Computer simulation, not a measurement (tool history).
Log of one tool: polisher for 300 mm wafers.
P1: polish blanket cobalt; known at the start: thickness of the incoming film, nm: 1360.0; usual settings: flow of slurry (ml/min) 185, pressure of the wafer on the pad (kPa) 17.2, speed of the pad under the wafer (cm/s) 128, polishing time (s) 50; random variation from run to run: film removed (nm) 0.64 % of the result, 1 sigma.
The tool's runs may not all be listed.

run    day  flow of slurry (ml/min)  pressure of the wafer on the pad (kPa)  speed of the pad under the wafer (cm/s)  polishing time (s)  wafers polished on this pad  hours since the slurry nozzle was cleaned  hours since the head pressure was calibrated  film removed (nm)
  1  0.308                      185                                    17.2                                      128                  50                          243                                      195.3                                         259.4             402.96
  2  0.588                      110                                    17.2                                      128                  50                          322                                      202.0                                         266.1             368.13
  3  1.150                      185                                    17.2                                      128                  22                          482                                      215.5                                         279.6             178.24
  4  1.421                      185                                    17.2                                       84                  50                          559                                      222.0                                         286.1             265.19
  5  1.758                      185                                    17.2                                      128                  50                          655                                      230.1                                         294.2             404.72
  6  2.325                      280                                    17.2                                      128                  50                          816                                      243.7                                         307.8             423.59
  7  2.683                      185                                    17.2                                      128                  50                          918                                      252.3                                         316.4             404.17
  8  2.962                      185                                    17.2                                      128                  66                          998                                      259.0                                         323.1             533.96
  9  3.242                      185                                    17.2                                      128                  50                         1077                                      265.7                                         329.8             400.38
 10  3.646                      240                                    17.2                                      128                  79                         1192                                      275.4                                         339.5             658.65
 11  3.933                      185                                    27.6                                      128                  50                         1274                                      282.3                                         346.4             646.66
 12  4.217                      185                                     9.7                                      128                  50                         1354                                      289.1                                         353.2             224.89
 13  4.758                      185                                    17.2                                      128                  50                         1508                                      302.1                                         366.2             404.39
 14  5.012                      185                                    17.2                                      128                  50                         1580                                      308.2                                         372.3             402.96
 15  5.475                      185                                    17.2                                      200                  50                         1712                                      319.3                                         383.4             633.34
 16  5.838                      185                                    17.2                                      128                  50                         1815                                      328.0                                         392.1             399.81
 17  6.371                      185                                    17.2                                      128                  50                         1967                                      340.8                                         404.9             385.31
 18  6.800                      185                                    17.2                                      128                  50                         2089                                      351.1                                         415.2             383.97
 19  7.283                      185                                    17.2                                      128                  50                         2226                                      362.7                                         426.8             377.79
     7.433  -- head pressure recalibrated
 20  7.758                      185                                    17.2                                      128                  50                         2361                                      374.1                                           7.8             377.72
 21  8.142                      185                                    17.2                                      128                  50                         2470                                      383.3                                          17.0             377.37
 22  8.567                      185                                    17.2                                      128                  50                         2591                                      393.5                                          27.2             373.35
 23  8.892                      185                                    17.2                                      128                  50                         2683                                      401.3                                          35.0             371.15

Forecast run 24:
 24  9.288                      185                                    17.2                                      128                  50                         2796                                      410.8                                          44.5                  ?

Run 24 gave film removed (nm) 371.70.

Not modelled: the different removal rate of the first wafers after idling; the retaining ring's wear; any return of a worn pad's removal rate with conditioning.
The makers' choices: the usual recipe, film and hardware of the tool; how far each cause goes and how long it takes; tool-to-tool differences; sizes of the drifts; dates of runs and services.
